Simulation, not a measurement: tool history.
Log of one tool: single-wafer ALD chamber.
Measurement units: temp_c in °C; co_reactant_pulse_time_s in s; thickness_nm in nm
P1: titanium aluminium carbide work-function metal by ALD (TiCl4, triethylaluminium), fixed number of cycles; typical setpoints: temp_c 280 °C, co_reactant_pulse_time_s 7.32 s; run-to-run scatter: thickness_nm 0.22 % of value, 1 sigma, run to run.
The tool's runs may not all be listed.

run	hour	temp_c	co_reactant_pulse_time_s	hours since the last thermocouple change	hours since the last triethylaluminium bottle change	thickness_nm
1	4.1	280	7.32	315.5	87.3	1.7209
2	9.8	299	10.33	321.2	93.0	1.9751
3	16.9	280	2.41	328.3	100.1	1.0576
4	24.7	255	7.32	336.1	107.9	1.5257
5	33.3	280	7.32	344.7	116.5	1.7252
6	39.0	280	7.32	350.4	122.2	1.7178
7	44.1	265	10.39	355.5	127.3	1.6961
8	52.1	280	7.32	363.5	135.3	1.7195
9	57.3	280	7.32	368.7	140.5	1.7223
10	61.8	280	10.97	373.2	145.0	1.8358
11	70.0	305	7.32	381.4	153.2	1.9319
12	77.4	280	7.32	388.8	160.6	1.7253
13	83.6	264	3.19	395.0	166.8	1.1527
14	88.3	280	7.32	399.7	171.5	1.7175
15	92.3	280	7.32	403.7	175.5	1.7100
16	96.1	280	7.32	407.5	179.3	1.7059
17	102.0	280	7.32	413.4	185.2	1.6960
18	107.0	280	7.32	418.4	190.2	1.6968
19	111.2	280	7.32	422.6	194.4	1.6904
20	118.6	280	7.32	430.0	201.8	1.6844
21	123.9	280	7.32	435.3	207.1	1.6892

Run 22 is up next; what results do you expect?
22	129.5	280	7.32	440.9	212.7	?

thickness_nm: 1.6906 nm

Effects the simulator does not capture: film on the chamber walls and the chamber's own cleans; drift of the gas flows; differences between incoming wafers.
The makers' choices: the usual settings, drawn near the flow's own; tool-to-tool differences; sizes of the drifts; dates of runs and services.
